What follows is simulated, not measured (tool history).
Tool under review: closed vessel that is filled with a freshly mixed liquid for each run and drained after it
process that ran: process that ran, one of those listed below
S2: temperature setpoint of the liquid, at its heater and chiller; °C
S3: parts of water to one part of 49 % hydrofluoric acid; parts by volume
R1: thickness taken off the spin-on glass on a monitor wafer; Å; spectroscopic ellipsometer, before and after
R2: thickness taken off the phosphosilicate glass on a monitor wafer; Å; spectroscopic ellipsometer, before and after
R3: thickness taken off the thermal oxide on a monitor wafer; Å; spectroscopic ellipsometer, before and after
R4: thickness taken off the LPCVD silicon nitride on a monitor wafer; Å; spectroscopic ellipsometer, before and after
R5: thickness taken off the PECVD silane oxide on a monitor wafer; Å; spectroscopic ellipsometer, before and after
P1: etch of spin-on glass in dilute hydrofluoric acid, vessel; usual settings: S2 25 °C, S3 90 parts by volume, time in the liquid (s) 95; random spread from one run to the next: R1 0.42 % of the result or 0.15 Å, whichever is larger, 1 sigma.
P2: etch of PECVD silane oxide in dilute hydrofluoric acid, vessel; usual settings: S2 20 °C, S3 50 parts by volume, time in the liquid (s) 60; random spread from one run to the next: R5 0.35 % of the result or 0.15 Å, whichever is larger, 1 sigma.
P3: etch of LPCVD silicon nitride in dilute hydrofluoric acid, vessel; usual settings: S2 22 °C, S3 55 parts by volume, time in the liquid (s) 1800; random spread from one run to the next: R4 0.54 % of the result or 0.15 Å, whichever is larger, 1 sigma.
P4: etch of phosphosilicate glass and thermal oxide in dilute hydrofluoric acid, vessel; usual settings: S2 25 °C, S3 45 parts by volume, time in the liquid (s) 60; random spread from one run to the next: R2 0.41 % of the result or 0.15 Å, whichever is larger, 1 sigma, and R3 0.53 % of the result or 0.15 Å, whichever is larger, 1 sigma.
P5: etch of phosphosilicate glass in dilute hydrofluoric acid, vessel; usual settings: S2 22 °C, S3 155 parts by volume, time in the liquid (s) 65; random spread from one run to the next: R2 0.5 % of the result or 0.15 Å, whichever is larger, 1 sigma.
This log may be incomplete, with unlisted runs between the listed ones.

Run 1, hour 15.2: process that ran P1, S2 25 °C, S3 90 parts by volume, time in the liquid (s) 95. Result: R1 337.82 Å.
Run 2, hour 25.3: process that ran P5, S2 22 °C, S3 155 parts by volume, time in the liquid (s) 65. Result: R2 308.14 Å.
Run 3, hour 35.8: process that ran P1, S2 25 °C, S3 30 parts by volume, time in the liquid (s) 95. Result: R1 1086.4 Å.
Run 4, hour 49.6: process that ran P1, S2 25 °C, S3 90 parts by volume, time in the liquid (s) 95. Result: R1 336.88 Å.
Run 5, hour 64.7: process that ran P4, S2 25 °C, S3 45 parts by volume, time in the liquid (s) 60. Result: R2 951.26 Å, R3 68.679 Å.
Run 6, hour 72: process that ran P1, S2 25 °C, S3 90 parts by volume, time in the liquid (s) 95. Result: R1 335.55 Å.
Run 7, hour 84.8: process that ran P1, S2 25 °C, S3 90 parts by volume, time in the liquid (s) 95. Result: R1 336.07 Å.
Run 8, hour 95.9: process that ran P3, S2 17 °C, S3 55 parts by volume, time in the liquid (s) 1800. Result: R4 99.335 Å.
Run 9, hour 106.5: process that ran P2, S2 20 °C, S3 25 parts by volume, time in the liquid (s) 60. Result: R5 665.61 Å.
Run 10, hour 117.8: process that ran P2, S2 20 °C, S3 50 parts by volume, time in the liquid (s) 60. Result: R5 322.35 Å.
Run 11, hour 130: process that ran P2, S2 20 °C, S3 50 parts by volume, time in the liquid (s) 105. Result: R5 563.34 Å.
Run 12, hour 144.3: process that ran P3, S2 22 °C, S3 55 parts by volume, time in the liquid (s) 2745. Result: R4 216.15 Å.
Run 13, hour 156.9: process that ran P1, S2 19.5 °C, S3 90 parts by volume, time in the liquid (s) 145. Result: R1 409.33 Å.
Run 14, hour 166.1: process that ran P5, S2 22 °C, S3 155 parts by volume, time in the liquid (s) 100. Result: R2 473.98 Å.
Run 15, hour 175.9: process that ran P1, S2 19.5 °C, S3 90 parts by volume, time in the liquid (s) 95. Result: R1 269.52 Å.
Run 16, hour 183: process that ran P1, S2 25 °C, S3 90 parts by volume, time in the liquid (s) 30. Result: R1 105.95 Å.
Run 17, hour 197.8: process that ran P1, S2 25 °C, S3 140 parts by volume, time in the liquid (s) 95. Result: R1 205.47 Å.
Run 18, hour 207.8: process that ran P3, S2 22 °C, S3 55 parts by volume, time in the liquid (s) 1800. Result: R4 139.36 Å.
Run 19, hour 223.1: process that ran P4, S2 17 °C, S3 45 parts by volume, time in the liquid (s) 60. Result: R2 680.01 Å, R3 49.256 Å.
Run 20, hour 238: process that ran P1, S2 28.5 °C, S3 90 parts by volume, time in the liquid (s) 170. Result: R1 685.77 Å.
Run 21, hour 249.7: process that ran P4, S2 25 °C, S3 45 parts by volume, time in the liquid (s) 115. Result: R2 1831 Å, R3 133.14 Å.
Run 22, hour 261.7: process that ran P1, S2 25 °C, S3 90 parts by volume, time in the liquid (s) 185. Result: R1 653.65 Å.
Run 23, hour 277: process that ran P1, S2 31 °C, S3 90 parts by volume, time in the liquid (s) 95. Result: R1 424.99 Å.
Run 24, hour 289.8: process that ran P5, S2 22 °C, S3 155 parts by volume, time in the liquid (s) 65. Result: R2 308.57 Å.
Run 25, hour 297.2: process that ran P1, S2 18 °C, S3 90 parts by volume, time in the liquid (s) 40. Result: R1 105.63 Å.
Run 26, hour 311.2: process that ran P1, S2 25 °C, S3 90 parts by volume, time in the liquid (s) 95. Result: R1 336.42 Å.
Run 27, hour 320.7: process that ran P2, S2 17 °C, S3 50 parts by volume, time in the liquid (s) 60. Result: R5 282.94 Å.
Run 28, hour 330.8: process that ran P4, S2 25 °C, S3 30 parts by volume, time in the liquid (s) 60. Result: R2 1462.3 Å, R3 105.42 Å.
Run 29, hour 338.4: process that ran P3, S2 22 °C, S3 20 parts by volume, time in the liquid (s) 1800. Result: R4 374.24 Å.
Run 30, hour 351.1: process that ran P5, S2 22 °C, S3 285 parts by volume, time in the liquid (s) 65. Result: R2 148.54 Å.
Run 31, hour 360.9: process that ran P5, S2 26.5 °C, S3 155 parts by volume, time in the liquid (s) 65. Result: R2 362.61 Å.
Run 32, hour 371.9: process that ran P1, S2 25 °C, S3 90 parts by volume, time in the liquid (s) 95. Result: R1 335.54 Å.
Run 33, hour 380.6: process that ran P1, S2 25 °C, S3 90 parts by volume, time in the liquid (s) 95. Result: R1 340.63 Å.
Run 34, hour 396: process that ran P1, S2 25 °C, S3 90 parts by volume, time in the liquid (s) 95. Result: R1 350.23 Å.
Run 35, hour 409.7: process that ran P1, S2 25 °C, S3 90 parts by volume, time in the liquid (s) 95. Result: R1 352.92 Å.
Run 36, hour 419.8: process that ran P1, S2 25 °C, S3 90 parts by volume, time in the liquid (s) 95. Result: R1 355.54 Å.
Run 37, hour 430.2: process that ran P1, S2 25 °C, S3 90 parts by volume, time in the liquid (s) 95. Result: R1 358.71 Å.
Run 38, hour 442.6: process that ran P1, S2 25 °C, S3 90 parts by volume, time in the liquid (s) 95. Result: R1 355.69 Å.
Run 39, hour 454.9: process that ran P1, S2 25 °C, S3 90 parts by volume, time in the liquid (s) 95. Result: R1 357.93 Å.
Run 40, hour 466: process that ran P1, S2 25 °C, S3 90 parts by volume, time in the liquid (s) 95. Result: R1 359.74 Å.

What P1 gives has crept off from where it sat before. The 2 causes that follow fit the log equally well, each at the size noted:
A: liquid hotter than its thermometer reads (K) = 1.6
B: hydrofluoric acid flow above the setpoint (%) = 5.79
The onset of the drift is placed at about hour 371.9.

Which of the 4 check runs listed below separates the causes, so that each cause would produce a clearly different result? Each run uses one wafer, and its results are marked with question marks.
Run check 1, hour 477.1: process that ran P2, S2 20 °C, S3 50 parts by volume, time in the liquid (s) 60. Result: R5 ?.
Run check 2, hour 477.1: process that ran P4, S2 25 °C, S3 45 parts by volume, time in the liquid (s) 60. Result: R2 ?, R3 ?.
Run check 3, hour 477.1: process that ran P5, S2 22 °C, S3 155 parts by volume, time in the liquid (s) 65. Result: R2 ?.
Run check 4, hour 477.1: process that ran P3, S2 22 °C, S3 55 parts by volume, time in the liquid (s) 1800. Result: R4 ?.

Predicted outcomes, by check and by cause:
  check  result    if A    if B
check 1      R5  344.57  341.86
check 2      R2  1015.4  1009.7
check 2      R3  73.613  73.202
check 3      R2  328.13  329.38
check 4      R4  156.04  147.89
Separation of the two closest causes in each check, using whichever result separates them best: check 1 0.79 %; check 2 0.56 %; check 3 0.38 %; check 4 5.37 %
Only in check 4 would the causes give clearly different results; in the remaining checks their results would be nearly the same.

Check 4 was then run and gave: R4 156.2 Å. Which cause is it?

The correct cause is A, namely: liquid hotter than its thermometer reads (K).
